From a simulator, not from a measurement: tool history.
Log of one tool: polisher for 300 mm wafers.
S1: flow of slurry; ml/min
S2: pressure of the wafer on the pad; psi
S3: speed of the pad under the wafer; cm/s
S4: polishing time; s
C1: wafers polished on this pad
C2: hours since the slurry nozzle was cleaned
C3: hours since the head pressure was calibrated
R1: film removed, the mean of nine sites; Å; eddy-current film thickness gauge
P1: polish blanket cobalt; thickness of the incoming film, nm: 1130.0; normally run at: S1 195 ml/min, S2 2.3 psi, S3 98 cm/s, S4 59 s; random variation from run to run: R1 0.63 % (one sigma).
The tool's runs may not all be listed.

Run 1, day 0.175: S1 195 ml/min, S2 2.3 psi, S3 98 cm/s, S4 59 s; C1 373; C2 326.5; C3 516.8. Result: R1 3410.5 Å.
Run 2, day 0.467: S1 195 ml/min, S2 2.3 psi, S3 98 cm/s, S4 59 s; C1 429; C2 333.5; C3 523.8. Result: R1 3416.3 Å.
At day 0.633: slurry nozzle cleaned.
Run 3, day 0.696: S1 195 ml/min, S2 3 psi, S3 98 cm/s, S4 59 s; C1 473; C2 1.5; C3 529.3. Result: R1 4397.8 Å.
Run 4, day 0.858: S1 195 ml/min, S2 2.3 psi, S3 98 cm/s, S4 59 s; C1 504; C2 5.4; C3 533.2. Result: R1 3422.2 Å.
Run 5, day 1: S1 195 ml/min, S2 2.3 psi, S3 44 cm/s, S4 59 s; C1 531; C2 8.8; C3 536.6. Result: R1 1519.7 Å.
Run 6, day 1.221: S1 195 ml/min, S2 2.3 psi, S3 98 cm/s, S4 59 s; C1 573; C2 14.1; C3 541.9. Result: R1 3415.5 Å.
Run 7, day 1.442: S1 115 ml/min, S2 2.3 psi, S3 98 cm/s, S4 59 s; C1 615; C2 19.4; C3 547.2. Result: R1 3113.3 Å.
Run 8, day 1.733: S1 195 ml/min, S2 2.3 psi, S3 98 cm/s, S4 27 s; C1 671; C2 26.4; C3 554.2. Result: R1 1586.2 Å.
Run 9, day 1.883: S1 195 ml/min, S2 2.3 psi, S3 70 cm/s, S4 35 s; C1 700; C2 30; C3 557.8. Result: R1 1447.6 Å.
Run 10, day 2.167: S1 195 ml/min, S2 2.3 psi, S3 98 cm/s, S4 59 s; C1 754; C2 36.8; C3 564.6. Result: R1 3383.6 Å.
Run 11, day 2.308: S1 115 ml/min, S2 2.3 psi, S3 98 cm/s, S4 91 s; C1 781; C2 40.2; C3 568. Result: R1 4814.1 Å.
Run 12, day 2.508: S1 195 ml/min, S2 2.3 psi, S3 98 cm/s, S4 59 s; C1 819; C2 45; C3 572.8. Result: R1 3427.8 Å.
Run 13, day 2.65: S1 195 ml/min, S2 2.3 psi, S3 98 cm/s, S4 91 s; C1 846; C2 48.4; C3 576.2. Result: R1 5269.3 Å.
Run 14, day 2.808: S1 195 ml/min, S2 2.3 psi, S3 98 cm/s, S4 59 s; C1 877; C2 52.2; C3 580. Result: R1 3405.9 Å.
Run 15, day 2.975: S1 255 ml/min, S2 2.3 psi, S3 98 cm/s, S4 59 s; C1 908; C2 56.2; C3 584. Result: R1 3552.9 Å.
Run 16, day 3.15: S1 195 ml/min, S2 3 psi, S3 98 cm/s, S4 35 s; C1 942; C2 60.4; C3 588.2. Result: R1 2657.3 Å.
Run 17, day 3.312: S1 195 ml/min, S2 1.4 psi, S3 98 cm/s, S4 59 s; C1 973; C2 64.3; C3 592.1. Result: R1 2089 Å.
Run 18, day 3.467: S1 195 ml/min, S2 2.3 psi, S3 152 cm/s, S4 59 s; C1 1002; C2 68; C3 595.8. Result: R1 5307.8 Å.
Run 19, day 3.767: S1 195 ml/min, S2 2.3 psi, S3 98 cm/s, S4 59 s; C1 1060; C2 75.2; C3 603. Result: R1 3418.6 Å.
Run 20, day 3.992: S1 195 ml/min, S2 2.3 psi, S3 98 cm/s, S4 59 s; C1 1103; C2 80.6; C3 608.4. Result: R1 3352.9 Å.
Run 21, day 4.279: S1 195 ml/min, S2 2.3 psi, S3 98 cm/s, S4 59 s; C1 1158; C2 87.5; C3 615.3. Result: R1 3282.9 Å.
Run 22, day 4.417: S1 195 ml/min, S2 2.3 psi, S3 98 cm/s, S4 59 s; C1 1184; C2 90.8; C3 618.6. Result: R1 3283 Å.
Run 23, day 4.704: S1 195 ml/min, S2 2.3 psi, S3 98 cm/s, S4 59 s; C1 1239; C2 97.7; C3 625.5. Result: R1 3232.1 Å.
Run 24, day 4.992: S1 195 ml/min, S2 2.3 psi, S3 98 cm/s, S4 59 s; C1 1294; C2 104.6; C3 632.4. Result: R1 3232.2 Å.
Run 25, day 5.283: S1 195 ml/min, S2 2.3 psi, S3 98 cm/s, S4 59 s; C1 1350; C2 111.6; C3 639.4. Result: R1 3172.7 Å.
At day 5.483: worn pad replaced by a new one.
Run 26, day 5.538: S1 195 ml/min, S2 2.3 psi, S3 98 cm/s, S4 59 s; C1 10; C2 117.7; C3 645.5. Result: R1 3186.9 Å.
Run 27, day 5.833: S1 195 ml/min, S2 2.3 psi, S3 98 cm/s, S4 59 s; C1 67; C2 124.8; C3 652.6. Result: R1 3181.5 Å.
Run 28, day 6.042: S1 195 ml/min, S2 2.3 psi, S3 98 cm/s, S4 59 s; C1 106; C2 129.8; C3 657.6. Result: R1 3187.9 Å.
Run 29, day 6.267: S1 195 ml/min, S2 2.3 psi, S3 98 cm/s, S4 59 s; C1 149; C2 135.2; C3 663. Result: R1 3206.6 Å.

What P1 gives has crept away from where it was. These 2 causes fit the log equally well, each at the size given:
A: slurry flow missing at the pad, % = 36
B: head's pressure below its setpoint, % = 7.17
The creep began at about day 3.767.
Why every other cause is out:
removal rate lost through wear of the pad, %: serviced at day 5.483, which brought nothing back

4 check runs are offered, one wafer each, their results left as question marks. Which one tells the causes apart?
Run check 1, day 6.492: S1 195 ml/min, S2 2.3 psi, S3 72 cm/s, S4 38 s. Result: R1 ?.
Run check 2, day 6.492: S1 195 ml/min, S2 2.3 psi, S3 148 cm/s, S4 59 s. Result: R1 ?.
Run check 3, day 6.492: S1 195 ml/min, S2 1.5 psi, S3 118 cm/s, S4 59 s. Result: R1 ?.
Run check 4, day 6.492: S1 115 ml/min, S2 2.3 psi, S3 98 cm/s, S4 59 s. Result: R1 ?.

What each check would give under each cause:
  check  result    if A    if B
check 1      R1  1502.9  1503.2
check 2      R1  4796.5  4797.3
check 3      R1  2494.1  2494.5
check 4      R1  2768.8  2897.8
How far apart the two closest causes lie, in the result that separates them most: check 1 0.02 %; check 2 0.02 %; check 3 0.02 %; check 4 4.55 %
Check 4 tells the causes apart: in the others they would give nearly the same result.

Then check 4 was run and gave: R1 2897 Å. Which cause is it?

It is B: head's pressure below its setpoint, %.

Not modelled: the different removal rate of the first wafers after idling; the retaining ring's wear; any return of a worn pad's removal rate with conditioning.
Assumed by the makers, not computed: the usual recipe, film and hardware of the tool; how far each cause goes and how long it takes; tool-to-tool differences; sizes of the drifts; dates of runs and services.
